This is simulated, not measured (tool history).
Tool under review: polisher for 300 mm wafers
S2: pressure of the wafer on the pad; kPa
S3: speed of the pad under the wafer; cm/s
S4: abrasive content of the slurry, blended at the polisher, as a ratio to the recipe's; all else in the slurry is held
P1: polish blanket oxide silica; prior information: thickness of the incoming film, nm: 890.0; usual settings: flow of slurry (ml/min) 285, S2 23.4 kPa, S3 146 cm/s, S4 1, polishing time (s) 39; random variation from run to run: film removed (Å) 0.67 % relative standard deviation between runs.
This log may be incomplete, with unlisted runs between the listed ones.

run 1 hour=7.4 | flow_of_slurry_(ml/min)=285 S2=23.4 S3=146 S4=1 polishing_time_(s)=39 | film_removed_(Å)=1187.7
run 2 hour=13.3 | flow_of_slurry_(ml/min)=285 S2=23.4 S3=146 S4=1 polishing_time_(s)=39 | film_removed_(Å)=1172.7
run 3 hour=21.7 | flow_of_slurry_(ml/min)=170 S2=23.4 S3=146 S4=1 polishing_time_(s)=51 | film_removed_(Å)=1441.2
run 4 hour=28.4 | flow_of_slurry_(ml/min)=285 S2=23.4 S3=146 S4=1 polishing_time_(s)=27 | film_removed_(Å)=810.12
run 5 hour=36.6 | flow_of_slurry_(ml/min)=285 S2=23.4 S3=146 S4=1 polishing_time_(s)=39 | film_removed_(Å)=1172.1
run 6 hour=43.4 | flow_of_slurry_(ml/min)=285 S2=23.4 S3=146 S4=1 polishing_time_(s)=39 | film_removed_(Å)=1192.8
run 7 hour=51.2 | flow_of_slurry_(ml/min)=285 S2=23.4 S3=146 S4=1.5 polishing_time_(s)=39 | film_removed_(Å)=1387
run 8 hour=58.5 | flow_of_slurry_(ml/min)=375 S2=23.4 S3=146 S4=1 polishing_time_(s)=39 | film_removed_(Å)=1205.7
run 9 hour=64.7 | flow_of_slurry_(ml/min)=285 S2=23.4 S3=88 S4=1 polishing_time_(s)=39 | film_removed_(Å)=797.38
run 10 hour=72.6 | flow_of_slurry_(ml/min)=285 S2=23.4 S3=146 S4=1 polishing_time_(s)=55 | film_removed_(Å)=1667.8
run 11 hour=79.2 | flow_of_slurry_(ml/min)=170 S2=23.4 S3=146 S4=1 polishing_time_(s)=39 | film_removed_(Å)=1112.7
run 12 hour=84.7 | flow_of_slurry_(ml/min)=210 S2=23.4 S3=180 S4=1 polishing_time_(s)=39 | film_removed_(Å)=1362.3
run 13 hour=92.5 | flow_of_slurry_(ml/min)=285 S2=23.4 S3=146 S4=1 polishing_time_(s)=39 | film_removed_(Å)=1177.6
run 14 hour=99.1 | flow_of_slurry_(ml/min)=285 S2=36.5 S3=146 S4=1 polishing_time_(s)=39 | film_removed_(Å)=1833.9
run 15 hour=103.2 | flow_of_slurry_(ml/min)=285 S2=23.4 S3=146 S4=1 polishing_time_(s)=39 | film_removed_(Å)=1169.4
run 16 hour=111.2 | flow_of_slurry_(ml/min)=285 S2=11.7 S3=98 S4=1 polishing_time_(s)=39 | film_removed_(Å)=428.41
-- hour=112.5 slurry blender recalibrated
run 17 hour=118.1 | flow_of_slurry_(ml/min)=285 S2=11 S3=146 S4=1 polishing_time_(s)=39 | film_removed_(Å)=555.45
run 18 hour=125.9 | flow_of_slurry_(ml/min)=285 S2=23.4 S3=228 S4=1 polishing_time_(s)=39 | film_removed_(Å)=1693.2
run 19 hour=132.7 | flow_of_slurry_(ml/min)=285 S2=23.4 S3=146 S4=0.5 polishing_time_(s)=39 | film_removed_(Å)=814.19
run 20 hour=138.9 | flow_of_slurry_(ml/min)=285 S2=23.4 S3=146 S4=1 polishing_time_(s)=39 | film_removed_(Å)=1178.5
run 21 hour=143.4 | flow_of_slurry_(ml/min)=285 S2=23.4 S3=146 S4=1 polishing_time_(s)=39 | film_removed_(Å)=1119.3
run 22 hour=147.2 | flow_of_slurry_(ml/min)=285 S2=23.4 S3=146 S4=1 polishing_time_(s)=39 | film_removed_(Å)=1075.7
-- hour=152.4 conditioning disc replaced and pad reconditioned
run 23 hour=152.6 | flow_of_slurry_(ml/min)=285 S2=23.4 S3=146 S4=1 polishing_time_(s)=39 | film_removed_(Å)=1043
-- hour=153.1 head pressure recalibrated
run 24 hour=156.9 | flow_of_slurry_(ml/min)=285 S2=23.4 S3=146 S4=1 polishing_time_(s)=39 | film_removed_(Å)=1041.7
run 25 hour=161.7 | flow_of_slurry_(ml/min)=285 S2=23.4 S3=146 S4=1 polishing_time_(s)=39 | film_removed_(Å)=1033.6
run 26 hour=166 | flow_of_slurry_(ml/min)=285 S2=23.4 S3=146 S4=1 polishing_time_(s)=39 | film_removed_(Å)=1022.6
run 27 hour=170.9 | flow_of_slurry_(ml/min)=285 S2=23.4 S3=146 S4=1 polishing_time_(s)=39 | film_removed_(Å)=1019

P1 has crept away from where it was. The log is fitted equally well by each of these 2 causes, at the sizes shown:
A: abrasive missing from the slurry, % = 25.8
B: removal rate lost through wear of the pad, % = 13.7
The process output started creeping at around hour 138.9.
Every other cause this tool's parts could produce, and why it does not fit the log:
slurry flow missing at the pad, %: limited to 40, which would change film removed (Å) by -6 %, either short of the creep or opposite in sign
head's pressure below its setpoint, %: maintenance at hour 153.1, after the shift began, did not return the process to its former output
time polished since the conditioner stopped cutting, s: maintenance at hour 152.4, after the shift began, did not return the process to its former output

Which of the 4 check runs listed below, each an average over 5 wafers with its results shown as question marks, gives clearly different results under the different listed causes?
run check 1 hour=175.8 | flow_of_slurry_(ml/min)=285 S2=29.6 S3=146 S4=1 polishing_time_(s)=39 | film_removed_(Å)=?
run check 2 hour=175.8 | flow_of_slurry_(ml/min)=170 S2=23.4 S3=146 S4=1 polishing_time_(s)=39 | film_removed_(Å)=?
run check 3 hour=175.8 | flow_of_slurry_(ml/min)=285 S2=33.1 S3=212 S4=1 polishing_time_(s)=39 | film_removed_(Å)=?
run check 4 hour=175.8 | flow_of_slurry_(ml/min)=195 S2=23.4 S3=146 S4=0.7 polishing_time_(s)=39 | film_removed_(Å)=?

Check results expected under each cause:
check=check_1 result=film_removed_(Å) if_A=1291.3 if_B=1290.5
check=check_2 result=film_removed_(Å) if_A=958.83 if_B=958.25
check=check_3 result=film_removed_(Å) if_A=1942.6 if_B=1941.4
check=check_4 result=film_removed_(Å) if_A=797.24 if_B=818.04
Per-check spread between the two closest causes, in the result where they differ most: check 1 0.06 %; check 2 0.06 %; check 3 0.06 %; check 4 2.57 %
Only check 4 tells the causes apart: in the others they would give nearly the same result.

Check 4 has now been run. It gave: film removed (Å) 795.51. Which of the candidate causes is it?

Of the candidate causes, it is A: abrasive missing from the slurry, %.

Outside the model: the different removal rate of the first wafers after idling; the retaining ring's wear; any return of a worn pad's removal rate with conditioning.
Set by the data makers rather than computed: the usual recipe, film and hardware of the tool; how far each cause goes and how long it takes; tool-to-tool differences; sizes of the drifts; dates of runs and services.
